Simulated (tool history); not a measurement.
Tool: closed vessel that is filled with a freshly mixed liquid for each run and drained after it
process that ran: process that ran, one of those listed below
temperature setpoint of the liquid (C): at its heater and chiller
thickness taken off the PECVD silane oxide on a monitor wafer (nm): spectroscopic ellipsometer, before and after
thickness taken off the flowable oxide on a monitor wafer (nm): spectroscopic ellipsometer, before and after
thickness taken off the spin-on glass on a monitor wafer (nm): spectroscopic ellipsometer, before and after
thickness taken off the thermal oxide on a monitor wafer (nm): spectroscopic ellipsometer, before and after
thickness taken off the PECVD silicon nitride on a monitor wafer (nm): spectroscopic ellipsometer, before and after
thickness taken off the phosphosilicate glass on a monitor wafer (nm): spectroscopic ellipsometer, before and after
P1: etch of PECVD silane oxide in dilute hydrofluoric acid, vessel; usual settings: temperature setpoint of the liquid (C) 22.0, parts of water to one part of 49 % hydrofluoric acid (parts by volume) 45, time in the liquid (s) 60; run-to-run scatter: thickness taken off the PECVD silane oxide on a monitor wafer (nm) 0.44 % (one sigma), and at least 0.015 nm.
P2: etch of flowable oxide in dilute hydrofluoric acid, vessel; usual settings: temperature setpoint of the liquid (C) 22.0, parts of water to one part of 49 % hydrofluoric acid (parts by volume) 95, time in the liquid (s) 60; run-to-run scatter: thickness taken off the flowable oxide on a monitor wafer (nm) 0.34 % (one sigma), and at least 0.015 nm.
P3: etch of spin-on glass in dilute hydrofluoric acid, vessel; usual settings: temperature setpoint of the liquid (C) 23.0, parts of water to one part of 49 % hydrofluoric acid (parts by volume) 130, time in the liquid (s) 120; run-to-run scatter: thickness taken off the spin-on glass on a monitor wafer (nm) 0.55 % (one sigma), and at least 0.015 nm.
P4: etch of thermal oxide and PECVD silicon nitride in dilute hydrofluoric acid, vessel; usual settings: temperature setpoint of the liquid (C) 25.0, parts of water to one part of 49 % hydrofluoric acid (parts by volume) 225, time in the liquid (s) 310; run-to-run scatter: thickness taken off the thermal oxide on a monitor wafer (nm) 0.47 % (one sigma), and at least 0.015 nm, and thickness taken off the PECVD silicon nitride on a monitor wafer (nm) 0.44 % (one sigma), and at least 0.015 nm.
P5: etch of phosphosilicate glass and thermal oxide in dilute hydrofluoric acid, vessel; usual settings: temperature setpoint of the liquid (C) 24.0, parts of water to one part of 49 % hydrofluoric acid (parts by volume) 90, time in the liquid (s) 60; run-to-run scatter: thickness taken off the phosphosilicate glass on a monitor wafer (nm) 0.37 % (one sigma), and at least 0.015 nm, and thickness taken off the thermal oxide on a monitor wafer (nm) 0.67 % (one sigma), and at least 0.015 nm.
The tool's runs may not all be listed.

run	day	process that ran	temperature setpoint of the liquid (C)	parts of water to one part of 49 % hydrofluoric acid (parts by volume)	time in the liquid (s)	hours since the thermometer was replaced	hours since the hydrofluoric acid flow meter was replaced	thickness taken off the PECVD silane oxide on a monitor wafer (nm)	thickness taken off the flowable oxide on a monitor wafer (nm)	thickness taken off the spin-on glass on a monitor wafer (nm)	thickness taken off the thermal oxide on a monitor wafer (nm)	thickness taken off the PECVD silicon nitride on a monitor wafer (nm)	thickness taken off the phosphosilicate glass on a monitor wafer (nm)
1	0.154	P1	22.0	45	60	1442.5	977.8	21.532					
2	0.325	P2	22.0	150	60	1446.6	981.9		11.834				
3	0.512	P3	28.0	130	120	1451.1	986.4			38.186			
4	0.708	P3	23.0	130	120	1455.8	991.1			31.465			
5	0.842	P1	22.0	45	60	1459.0	994.3	21.405					
6	1.008	P1	22.0	45	60	1463.0	998.3	21.370					
7	1.167	P4	25.0	225	310	1466.8	1002.1				5.8663	8.4571	
8	1.283	P5	32.0	90	60	1469.6	1004.9				4.1906		88.908
9	1.392	P1	18.5	45	85	1472.2	1007.5	26.300					
10	1.575	P1	22.0	45	90	1476.6	1011.9	32.248					
11	1.733	P5	24.0	90	60	1480.4	1015.7				3.0899		64.705
12	1.900	P2	22.0	95	95	1484.4	1019.7		31.177				
13	2.012	P4	25.0	125	310	1487.1	1022.4				11.6830	15.0560	
14	2.158	P4	25.0	225	70	1490.6	1025.9				1.3054	1.8723	
15	2.283	P1	22.0	45	60	1493.6	1028.9	21.398					
16	2.483	P1	22.0	45	30	1498.4	1033.7	10.603					
17	2.688	P1	22.0	65	60	1503.3	1038.6	14.529					
18	2.904	P1	22.0	45	60	1508.5	1043.8	21.296					
19	3.012	P1	26.5	45	60	1511.1	1046.4	25.677					
20	3.196	P5	24.0	130	60	1515.5	1050.8				2.0067		43.062
21	3.404	P3	23.0	215	120	1520.5	1055.8			17.462			
22	3.562	P5	24.0	90	85	1524.3	1059.6				4.3657		92.558
23	3.771	P1	22.0	45	60	1529.3	1064.6	21.274					
24	3.900	P2	22.0	95	60	1532.4	1067.7		19.753				
25	4.092	P4	29.5	225	310	1537.0	1072.3				6.8296	11.0450	
26	4.246	P1	17.0	45	60	1540.7	1076.0	17.278					
27	4.350	P4	25.0	225	310	1543.2	1078.5				5.8417	8.4036	
28	4.492	P3	23.0	130	45	1546.6	1081.9			11.833			
29	4.621	P1	22.0	65	35	1549.7	1085.0	8.393					
30	4.812	P3	23.0	130	120	1554.3	1089.6			31.770			
31	4.921	P2	17.0	95	60	1556.9	1092.2		16.196				
32	5.067	P1	22.0	20	60	1560.4	1095.7	49.342					
33	5.288	P1	22.0	45	60	1565.7	1101.0	21.306					
34	5.462	P1	22.0	45	60	1569.9	1105.2	20.784					
35	5.567	P1	22.0	45	60	1572.4	1107.7	20.592					
36	5.767	P1	22.0	45	60	1577.2	1112.5	20.382					
37	5.979	P1	22.0	45	60	1582.3	1117.6	20.205					
38	6.200	P1	22.0	45	60	1587.6	1122.9	20.077					
39	6.375	P1	22.0	45	60	1591.8	1127.1	20.043					
40	6.504	P1	22.0	45	60	1594.9	1130.2	19.966					
41	6.688	P1	22.0	45	60	1599.3	1134.6	20.088					
42	6.862	P1	22.0	45	60	1603.5	1138.8	19.849					

What P1 gives has crept away from where it was. These 2 causes fit the log equally well, each at the size given:
A: hydrofluoric acid flow below the setpoint (%) = 6.28
B: liquid colder than its thermometer reads (K) = 1.63
The creep began at about day 5.288.

4 check runs are offered, one wafer each, their results left as question marks. Which one tells the causes apart?
check 1	7.038	P3	23.0	130	120					?			
check 2	7.038	P2	22.0	95	60				?				
check 3	7.038	P4	25.0	225	310						?	?	
check 4	7.038	P5	24.0	90	60						?		?

What each check would give under each cause:
check	result	if A	if B
check 1	thickness taken off the spin-on glass on a monitor wafer (nm)	29.440	29.750
check 2	thickness taken off the flowable oxide on a monitor wafer (nm)	18.445	18.554
check 3	thickness taken off the thermal oxide on a monitor wafer (nm)	5.3492	5.4667
check 3	thickness taken off the PECVD silicon nitride on a monitor wafer (nm)	7.8893	7.6001
check 4	thickness taken off the thermal oxide on a monitor wafer (nm)	2.8928	2.9126
check 4	thickness taken off the phosphosilicate glass on a monitor wafer (nm)	60.603	61.018
How far apart the two closest causes lie, in the result that separates them most: check 1 1.05 %; check 2 0.59 %; check 3 3.74 %; check 4 0.68 %
Only check 3 tells the causes apart: in the others they would give nearly the same result.

Check 3 was then run and gave: thickness taken off the thermal oxide on a monitor wafer (nm) 5.3415; thickness taken off the PECVD silicon nitride on a monitor wafer (nm) 7.9293. Which cause is it?

It is A: hydrofluoric acid flow below the setpoint (%).
